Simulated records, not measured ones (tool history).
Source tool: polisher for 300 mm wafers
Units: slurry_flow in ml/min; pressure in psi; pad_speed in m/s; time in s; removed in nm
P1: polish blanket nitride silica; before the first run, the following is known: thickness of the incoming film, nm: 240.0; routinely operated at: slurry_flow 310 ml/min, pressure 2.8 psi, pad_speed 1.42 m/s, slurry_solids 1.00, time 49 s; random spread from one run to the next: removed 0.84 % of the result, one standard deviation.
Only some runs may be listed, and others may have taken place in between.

run    day  slurry_flow  pressure  pad_speed  slurry_solids  time  wafers polished on this pad  hours since the slurry nozzle was cleaned  hours since the head pressure was calibrated  hours since the slurry blender was calibrated  hours since the conditioning disc was replaced  removed
  1  0.204          310       2.8       1.42           1.00    49                          182                                      177.1                                         131.9                                           72.6                                            70.0   30.556
  2  0.438          310       2.8       1.42           1.50    49                          232                                      182.7                                         137.5                                           78.2                                            75.6   35.360
  3  0.833          310       2.8       1.42           1.00    49                          316                                      192.2                                         147.0                                           87.7                                            85.1   29.705
  4  1.088          420       2.8       1.42           1.35    49                          371                                      198.3                                         153.1                                           93.8                                            91.2   34.788
  5  1.358          310       2.8       2.12           1.00    49                          429                                      204.8                                         159.6                                          100.3                                            97.7   41.738
  6  1.750          185       2.8       1.42           1.00    49                          513                                      214.2                                         169.0                                          109.7                                           107.1   28.556
  7  2.108          310       2.8       1.42           1.00    75                          589                                      222.8                                         177.6                                          118.3                                           115.7   45.771
  8  2.358          310       2.8       1.42           1.00    49                          643                                      228.8                                         183.6                                          124.3                                           121.7   29.797
  9  2.654          310       2.8       1.42           1.00    49                          706                                      235.9                                         190.7                                          131.4                                           128.8   30.122
 10  2.838          310       2.8       0.90           1.00    49                          746                                      240.3                                         195.1                                          135.8                                           133.2   20.617
 11  3.225          415       2.8       1.42           1.00    49                          829                                      249.6                                         204.4                                          145.1                                           142.5   30.523
 12  3.517          310       1.3       1.42           1.00    49                          891                                      256.6                                         211.4                                          152.1                                           149.5   13.809
 13  3.779          310       4.2       1.42           1.00    49                          947                                      262.9                                         217.7                                          158.4                                           155.8   44.337
 14  4.029          310       2.8       1.42           1.00    49                         1001                                      268.9                                         223.7                                          164.4                                           161.8   30.251
 15  4.346          310       2.8       1.42           1.00    22                         1069                                      276.5                                         231.3                                          172.0                                           169.4   13.593
 16  4.617          310       2.8       1.42           0.60    49                         1127                                      283.0                                         237.8                                          178.5                                           175.9   22.960
 17  4.888          310       2.8       1.42           1.00    49                         1185                                      289.5                                         244.3                                          185.0                                           182.4   30.181
 18  5.108          310       2.8       1.42           1.00    49                         1232                                      294.8                                         249.6                                          190.3                                           187.7   30.213
 19  5.479          310       2.8       1.42           1.00    49                         1311                                      303.7                                         258.5                                          199.2                                           196.6   28.324
 20  5.721          310       2.8       1.42           1.00    49                         1363                                      309.5                                         264.3                                          205.0                                           202.4   27.855
 21  5.942          310       2.8       1.42           1.00    49                         1410                                      314.8                                         269.6                                          210.3                                           207.7   27.643
     6.062  -- head pressure recalibrated
 22  6.317          310       2.8       1.42           1.00    49                         1491                                      323.8                                           6.2                                          219.3                                           216.7   27.002
     6.371  -- conditioning disc replaced and pad reconditioned
 23  6.658          310       2.8       1.42           1.00    49                         1564                                      332.0                                          14.4                                          227.5                                             7.0   26.255
 24  7.017          310       2.8       1.42           1.00    49                         1640                                      340.6                                          23.0                                          236.1                                            15.6   26.402
 25  7.212          310       2.8       1.42           1.00    49                         1682                                      345.3                                          27.7                                          240.8                                            20.3   26.420
 26  7.600          310       2.8       1.42           1.00    49                         1765                                      354.6                                          37.0                                          250.1                                            29.6   26.018

P1 has crept away from where it was. The log is fitted equally well by each of these 2 causes, at the sizes shown:
A: abrasive missing from the slurry, % = 24.3
B: removal rate lost through wear of the pad, % = 12.7
Onset of the creep was near day 5.108.
Every other cause this tool's parts could produce, and why it does not fit the log:
slurry flow missing at the pad, %: at its largest 40, which would move removed by -5.5 %, too little to match the creep or of the wrong sign
head's pressure below its setpoint, %: serviced at day 6.062, after the drift had started, without restoring the earlier output
time polished since the conditioner stopped cutting, s: serviced at day 6.371, after the drift had started, without restoring the earlier output

Consider the 4 check runs below, whose results appear as question marks and each of which averages 3 wafers. Which one distinguishes the causes, in that each cause would give it a clearly different result?
check 1  7.988          310       1.3       1.42           1.00    49                                                                                                                                                                                                                             ?
check 2  7.988          185       2.8       1.42           1.00    49                                                                                                                                                                                                                             ?
check 3  7.988          310       2.8       2.06           1.00    49                                                                                                                                                                                                                             ?
check 4  7.988          310       3.7       1.42           0.60    49                                                                                                                                                                                                                             ?

Outcome of each check run for each possible cause:
  check   result    if A    if B
check 1  removed  12.195  12.200
check 2  removed  24.797  24.807
check 3  removed  35.373  35.386
check 4  removed  25.724  26.648
How far apart the two closest causes lie, in the result that separates them most: check 1 0.04 %; check 2 0.04 %; check 3 0.04 %; check 4 3.53 %
Only check 4 tells the causes apart: in the others they would give nearly the same result.

With check 4 done, the readings were: removed 25.804 nm. Identify which of the listed causes applies.

The cause is A: abrasive missing from the slurry, %.
